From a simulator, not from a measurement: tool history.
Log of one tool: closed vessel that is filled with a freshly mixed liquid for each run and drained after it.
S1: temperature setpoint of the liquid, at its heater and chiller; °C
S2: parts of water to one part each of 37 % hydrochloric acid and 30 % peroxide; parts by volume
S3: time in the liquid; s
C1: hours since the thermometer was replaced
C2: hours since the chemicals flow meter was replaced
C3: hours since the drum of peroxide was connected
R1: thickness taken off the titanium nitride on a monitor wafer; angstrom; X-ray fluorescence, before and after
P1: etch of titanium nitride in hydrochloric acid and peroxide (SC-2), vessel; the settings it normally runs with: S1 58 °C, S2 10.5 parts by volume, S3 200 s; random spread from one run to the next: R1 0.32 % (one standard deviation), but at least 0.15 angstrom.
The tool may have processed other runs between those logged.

{"run": 1, "day": 0.171, "S1": 58, "S2": 10.5, "S3": 200, "C1": 644.2, "C2": 1236.7, "C3": 826.4, "R1": 85.402}
{"run": 2, "day": 0.346, "S1": 58, "S2": 10.5, "S3": 30, "C1": 648.4, "C2": 1240.9, "C3": 830.6, "R1": 12.745}
{"run": 3, "day": 0.525, "S1": 58, "S2": 10.5, "S3": 325, "C1": 652.7, "C2": 1245.2, "C3": 834.9, "R1": 139.13}
{"run": 4, "day": 0.775, "S1": 58, "S2": 10.5, "S3": 200, "C1": 658.7, "C2": 1251.2, "C3": 840.9, "R1": 85.296}
{"run": 5, "day": 1.025, "S1": 58, "S2": 6.5, "S3": 30, "C1": 664.7, "C2": 1257.2, "C3": 846.9, "R1": 18.808}
{"run": 6, "day": 1.254, "S1": 58, "S2": 10.5, "S3": 200, "C1": 670.2, "C2": 1262.7, "C3": 852.4, "R1": 85.705}
{"day": 1.3, "done": "new drum of peroxide connected"}
{"day": 1.417, "done": "thermometer replaced"}
{"run": 7, "day": 1.475, "S1": 58, "S2": 4, "S3": 200, "C1": 1.5, "C2": 1268, "C3": 4.2, "R1": 178.08}
{"run": 8, "day": 1.671, "S1": 58, "S2": 16.5, "S3": 200, "C1": 6.2, "C2": 1272.7, "C3": 8.9, "R1": 57.804}
{"run": 9, "day": 1.892, "S1": 58, "S2": 10.5, "S3": 200, "C1": 11.5, "C2": 1278, "C3": 14.2, "R1": 84.927}
{"run": 10, "day": 2.179, "S1": 71, "S2": 10.5, "S3": 200, "C1": 18.4, "C2": 1284.9, "C3": 21.1, "R1": 188.98}
{"run": 11, "day": 2.392, "S1": 58, "S2": 10.5, "S3": 200, "C1": 23.5, "C2": 1290, "C3": 26.2, "R1": 85.633}
{"run": 12, "day": 2.542, "S1": 58, "S2": 10.5, "S3": 200, "C1": 27.1, "C2": 1293.6, "C3": 29.8, "R1": 85.575}
{"run": 13, "day": 2.683, "S1": 41.5, "S2": 10.5, "S3": 200, "C1": 30.5, "C2": 1297, "C3": 33.2, "R1": 28.052}
{"run": 14, "day": 2.917, "S1": 66.5, "S2": 6, "S3": 200, "C1": 36.1, "C2": 1302.6, "C3": 38.8, "R1": 226.72}
{"run": 15, "day": 3.129, "S1": 58, "S2": 10.5, "S3": 200, "C1": 41.2, "C2": 1307.7, "C3": 43.9, "R1": 85.326}

Run 16, settings as shown, results not yet in. Your forecast:
{"run": 16, "day": 3.354, "S1": 58, "S2": 10.5, "S3": 200, "C1": 46.6, "C2": 1313.1, "C3": 49.3, "R1": "?"}

R1: 89.722 angstrom

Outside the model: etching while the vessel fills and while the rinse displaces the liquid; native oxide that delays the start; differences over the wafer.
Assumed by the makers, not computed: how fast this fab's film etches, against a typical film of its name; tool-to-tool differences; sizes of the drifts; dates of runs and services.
